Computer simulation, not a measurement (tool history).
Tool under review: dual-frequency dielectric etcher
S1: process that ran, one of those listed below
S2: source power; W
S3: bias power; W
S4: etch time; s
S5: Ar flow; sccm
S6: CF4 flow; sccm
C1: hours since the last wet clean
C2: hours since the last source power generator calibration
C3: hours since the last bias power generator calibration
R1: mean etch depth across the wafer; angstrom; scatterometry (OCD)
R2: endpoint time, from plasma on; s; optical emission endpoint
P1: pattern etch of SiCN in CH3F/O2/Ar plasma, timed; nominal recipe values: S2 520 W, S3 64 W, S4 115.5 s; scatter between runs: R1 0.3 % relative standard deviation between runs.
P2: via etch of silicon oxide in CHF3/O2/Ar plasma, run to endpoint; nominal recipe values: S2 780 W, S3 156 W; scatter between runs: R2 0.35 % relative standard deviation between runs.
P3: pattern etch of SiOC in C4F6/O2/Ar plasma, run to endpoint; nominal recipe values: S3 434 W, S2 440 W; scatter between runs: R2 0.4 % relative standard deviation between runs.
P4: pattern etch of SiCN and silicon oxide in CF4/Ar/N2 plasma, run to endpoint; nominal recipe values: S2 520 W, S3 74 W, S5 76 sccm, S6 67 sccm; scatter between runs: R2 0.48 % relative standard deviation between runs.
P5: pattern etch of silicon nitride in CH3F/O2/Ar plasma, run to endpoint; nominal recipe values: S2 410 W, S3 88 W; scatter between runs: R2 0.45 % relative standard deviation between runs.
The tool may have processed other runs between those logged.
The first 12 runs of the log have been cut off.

run	day	S1	S2	S3	S4	S5	S6	C1	C2	C3	R1	R2
13	5.525	P1	520	81	115.5			395.9	1720.5	86.1	503.66	
14	6.062	P2	780	200				408.8	1733.4	99.0		242.7500
15	6.325	P1	520	64	115.5			415.1	1739.7	105.3	466.50	
16	6.746	P1	520	64	115.5			425.2	1749.8	115.4	466.78	
17	7.167	P2	780	156				435.3	1759.9	125.5		261.0900
18	7.442	P3	520	434				441.9	1766.5	132.1		16.3960
19	7.908	P5	550	88				453.1	1777.7	143.3		53.0230
20	8.462	P5	410	88				466.4	1791.0	156.6		59.1750
21	8.992	P1	520	64	115.5			479.1	1803.7	169.3	465.67	
22	9.279	P1	520	41	115.5			486.0	1810.6	176.2	403.53	
23	9.742	P4	680	74		76	67	497.1	1821.7	187.3		6.7321
24	10.000	P1	670	64	65.0			503.3	1827.9	193.5	289.09	
25	10.554	P5	410	70				516.6	1841.2	206.8		63.9840
26	11.062	P2	780	156				528.8	1853.4	219.0		263.2500
27	11.638	P1	330	64	115.5			542.6	1867.2	232.8	388.74	
28	11.896	P2	600	156				548.8	1873.4	239.0		292.1300
29	12.300	P4	520	74		101	67	558.5	1883.1	248.7		8.8918
30	12.850	P1	520	64	115.5			571.7	1896.3	261.9	465.23	
31	13.304	P4	520	74		76	53	582.6	1907.2	272.8		8.8390

For run 32, what comes out?
32	13.700	P1	520	64	115.5			592.1	1916.7	282.3	?	

{"run 32": {"R1": 466.29}}
